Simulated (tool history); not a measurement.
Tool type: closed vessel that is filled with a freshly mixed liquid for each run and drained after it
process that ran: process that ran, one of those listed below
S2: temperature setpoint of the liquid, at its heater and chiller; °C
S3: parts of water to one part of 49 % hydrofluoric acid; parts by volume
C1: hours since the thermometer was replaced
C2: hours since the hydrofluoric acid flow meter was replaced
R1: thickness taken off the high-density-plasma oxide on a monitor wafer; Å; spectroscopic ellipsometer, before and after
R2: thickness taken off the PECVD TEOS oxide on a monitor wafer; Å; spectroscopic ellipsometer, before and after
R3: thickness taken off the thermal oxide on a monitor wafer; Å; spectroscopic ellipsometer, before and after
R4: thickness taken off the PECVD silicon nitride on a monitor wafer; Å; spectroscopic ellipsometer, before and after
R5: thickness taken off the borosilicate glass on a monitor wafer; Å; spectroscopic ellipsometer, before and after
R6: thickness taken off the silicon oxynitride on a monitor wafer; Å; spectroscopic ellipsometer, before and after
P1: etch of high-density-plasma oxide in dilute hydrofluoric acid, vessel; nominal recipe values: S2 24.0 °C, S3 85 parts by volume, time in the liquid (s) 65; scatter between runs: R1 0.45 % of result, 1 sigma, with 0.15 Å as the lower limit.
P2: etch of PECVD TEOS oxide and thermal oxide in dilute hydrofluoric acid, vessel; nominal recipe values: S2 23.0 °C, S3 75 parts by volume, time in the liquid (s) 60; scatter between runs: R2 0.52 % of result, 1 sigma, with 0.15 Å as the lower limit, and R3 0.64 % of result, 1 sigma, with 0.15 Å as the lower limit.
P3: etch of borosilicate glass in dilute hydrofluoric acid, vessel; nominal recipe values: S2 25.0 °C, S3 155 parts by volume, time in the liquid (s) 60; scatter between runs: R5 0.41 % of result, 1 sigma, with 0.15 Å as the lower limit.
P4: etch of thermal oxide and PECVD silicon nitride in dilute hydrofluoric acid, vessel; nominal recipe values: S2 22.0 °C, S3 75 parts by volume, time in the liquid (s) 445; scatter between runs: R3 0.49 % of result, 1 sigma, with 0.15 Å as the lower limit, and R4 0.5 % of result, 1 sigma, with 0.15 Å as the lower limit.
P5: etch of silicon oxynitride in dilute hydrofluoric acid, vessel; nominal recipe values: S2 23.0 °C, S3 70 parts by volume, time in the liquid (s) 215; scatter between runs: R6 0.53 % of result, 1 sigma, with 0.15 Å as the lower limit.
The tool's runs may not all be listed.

Run 1, day 0.421: process that ran P1, S2 24.0 °C, S3 85 parts by volume, time in the liquid (s) 65; C1 440.4; C2 779.4. Result: R1 64.843 Å.
Run 2, day 0.783: process that ran P2, S2 23.0 °C, S3 130 parts by volume, time in the liquid (s) 60; C1 449.1; C2 788.1. Result: R2 56.779 Å, R3 19.748 Å.
Run 3, day 1.083: process that ran P4, S2 22.0 °C, S3 75 parts by volume, time in the liquid (s) 445; C1 456.3; C2 795.3. Result: R3 272.280 Å, R4 115.170 Å.
Run 4, day 1.625: process that ran P3, S2 25.0 °C, S3 155 parts by volume, time in the liquid (s) 60; C1 469.3; C2 808.3. Result: R5 212.07 Å.
Run 5, day 2.038: process that ran P5, S2 23.0 °C, S3 120 parts by volume, time in the liquid (s) 215; C1 479.2; C2 818.2. Result: R6 58.370 Å.
Run 6, day 2.575: process that ran P1, S2 24.0 °C, S3 50 parts by volume, time in the liquid (s) 65; C1 492.1; C2 831.1. Result: R1 115.640 Å.
Run 7, day 2.821: process that ran P3, S2 33.5 °C, S3 155 parts by volume, time in the liquid (s) 60; C1 498.0; C2 837.0. Result: R5 287.48 Å.
Run 8, day 3.167: process that ran P1, S2 24.0 °C, S3 140 parts by volume, time in the liquid (s) 65; C1 506.3; C2 845.3. Result: R1 37.100 Å.
Run 9, day 3.533: process that ran P1, S2 24.0 °C, S3 85 parts by volume, time in the liquid (s) 30; C1 515.1; C2 854.1. Result: R1 30.021 Å.
Run 10, day 3.942: process that ran P4, S2 22.0 °C, S3 75 parts by volume, time in the liquid (s) 155; C1 524.9; C2 863.9. Result: R3 94.167 Å, R4 40.223 Å.
Run 11, day 4.404: process that ran P4, S2 17.0 °C, S3 75 parts by volume, time in the liquid (s) 445; C1 536.0; C2 875.0. Result: R3 221.500 Å, R4 81.992 Å.
Run 12, day 4.783: process that ran P1, S2 17.0 °C, S3 85 parts by volume, time in the liquid (s) 65; C1 545.1; C2 884.1. Result: R1 48.491 Å.
Run 13, day 5.192: process that ran P2, S2 23.0 °C, S3 75 parts by volume, time in the liquid (s) 110; C1 554.9; C2 893.9. Result: R2 190.610 Å, R3 66.417 Å.
Run 14, day 5.592: process that ran P1, S2 24.0 °C, S3 85 parts by volume, time in the liquid (s) 65; C1 564.5; C2 903.5. Result: R1 64.710 Å.
Run 15, day 6.000: process that ran P5, S2 18.0 °C, S3 70 parts by volume, time in the liquid (s) 215; C1 574.3; C2 913.3. Result: R6 82.417 Å.
Run 16, day 6.362: process that ran P1, S2 28.5 °C, S3 85 parts by volume, time in the liquid (s) 65; C1 583.0; C2 922.0. Result: R1 77.573 Å.
Run 17, day 6.750: process that ran P2, S2 23.0 °C, S3 75 parts by volume, time in the liquid (s) 60; C1 592.3; C2 931.3. Result: R2 105.780 Å, R3 36.116 Å.
Run 18, day 7.183: process that ran P3, S2 25.0 °C, S3 155 parts by volume, time in the liquid (s) 60; C1 602.7; C2 941.7. Result: R5 211.49 Å.
Run 19, day 7.667: process that ran P1, S2 24.0 °C, S3 85 parts by volume, time in the liquid (s) 105; C1 614.3; C2 953.3. Result: R1 104.650 Å.
Run 20, day 7.917: process that ran P1, S2 24.0 °C, S3 85 parts by volume, time in the liquid (s) 65; C1 620.3; C2 959.3. Result: R1 64.598 Å.
Run 21, day 8.350: process that ran P1, S2 24.0 °C, S3 85 parts by volume, time in the liquid (s) 65; C1 630.7; C2 969.7. Result: R1 65.254 Å.
Run 22, day 8.821: process that ran P3, S2 25.0 °C, S3 40 parts by volume, time in the liquid (s) 60; C1 642.0; C2 981.0. Result: R5 944.61 Å.
Run 23, day 9.146: process that ran P1, S2 24.0 °C, S3 40 parts by volume, time in the liquid (s) 120; C1 649.8; C2 988.8. Result: R1 268.360 Å.
Run 24, day 9.667: process that ran P1, S2 24.0 °C, S3 85 parts by volume, time in the liquid (s) 65; C1 662.3; C2 1001.3. Result: R1 64.857 Å.
Run 25, day 10.171: process that ran P2, S2 29.0 °C, S3 75 parts by volume, time in the liquid (s) 60; C1 674.4; C2 1013.4. Result: R2 132.830 Å, R3 46.178 Å.
Run 26, day 10.692: process that ran P5, S2 23.0 °C, S3 70 parts by volume, time in the liquid (s) 30; C1 686.9; C2 1025.9. Result: R6 14.790 Å.
At day 10.729: hydrofluoric acid flow meter replaced.
Run 27, day 11.042: process that ran P3, S2 25.0 °C, S3 155 parts by volume, time in the liquid (s) 100; C1 695.3; C2 7.6. Result: R5 349.72 Å.
Run 28, day 11.396: process that ran P5, S2 23.0 °C, S3 70 parts by volume, time in the liquid (s) 215; C1 703.8; C2 16.1. Result: R6 104.900 Å.
Run 29, day 11.929: process that ran P4, S2 22.0 °C, S3 130 parts by volume, time in the liquid (s) 445; C1 716.6; C2 28.9. Result: R3 146.470 Å, R4 67.568 Å.
Run 30, day 12.408: process that ran P1, S2 24.0 °C, S3 85 parts by volume, time in the liquid (s) 65; C1 728.1; C2 40.4. Result: R1 65.070 Å.
Run 31, day 12.938: process that ran P1, S2 24.0 °C, S3 85 parts by volume, time in the liquid (s) 65; C1 740.8; C2 53.1. Result: R1 62.361 Å.
Run 32, day 13.233: process that ran P1, S2 24.0 °C, S3 85 parts by volume, time in the liquid (s) 65; C1 747.9; C2 60.2. Result: R1 61.698 Å.
Run 33, day 13.521: process that ran P1, S2 24.0 °C, S3 85 parts by volume, time in the liquid (s) 65; C1 754.8; C2 67.1. Result: R1 62.118 Å.
Run 34, day 13.825: process that ran P1, S2 24.0 °C, S3 85 parts by volume, time in the liquid (s) 65; C1 762.1; C2 74.4. Result: R1 60.734 Å.
Run 35, day 14.283: process that ran P1, S2 24.0 °C, S3 85 parts by volume, time in the liquid (s) 65; C1 773.1; C2 85.4. Result: R1 61.101 Å.
Run 36, day 14.650: process that ran P1, S2 24.0 °C, S3 85 parts by volume, time in the liquid (s) 65; C1 781.9; C2 94.2. Result: R1 60.784 Å.
Run 37, day 14.942: process that ran P1, S2 24.0 °C, S3 85 parts by volume, time in the liquid (s) 65; C1 788.9; C2 101.2. Result: R1 61.138 Å.

The log shows P1 creeping away from where it was. Any of the 2 causes listed here, at the size stated for it, fits the log just as well as the others:
A: liquid colder than its thermometer reads (K) = 1.72
B: hydrofluoric acid flow below the setpoint (%) = 6.03
The onset of the drift is placed at about day 12.408.

Of the 4 check runs listed below, each run on one wafer and each result written as a question mark, which would let you distinguish the listed causes because they would give clearly different results?
Run check 1, day 15.233: process that ran P3, S2 32.5 °C, S3 90 parts by volume, time in the liquid (s) 60. Result: R5 ?.
Run check 2, day 15.233: process that ran P4, S2 22.0 °C, S3 130 parts by volume, time in the liquid (s) 445. Result: R3 ?, R4 ?.
Run check 3, day 15.233: process that ran P5, S2 23.0 °C, S3 105 parts by volume, time in the liquid (s) 45. Result: R6 ?.
Run check 4, day 15.233: process that ran P2, S2 27.5 °C, S3 75 parts by volume, time in the liquid (s) 110. Result: R2 ?, R3 ?.

What each check would give under each cause:
  check  result     if A     if B
check 1      R5   490.76   487.38
check 2      R3  137.400  137.000
check 2      R4   59.960   63.262
check 3      R6   13.129   13.324
check 4      R2  214.920  214.720
check 4      R3   74.378   74.308
Separation of the two closest causes in each check, using whichever result separates them best: check 1 0.69 %; check 2 5.36 %; check 3 1.48 %; check 4 0.09 %
Only in check 2 would the causes give clearly different results; in the remaining checks their results would be nearly the same.

Here is what check 2 returned: R3 136.770 Å; R4 62.646 Å. Which cause is it?

The cause is B: hydrofluoric acid flow below the setpoint (%).
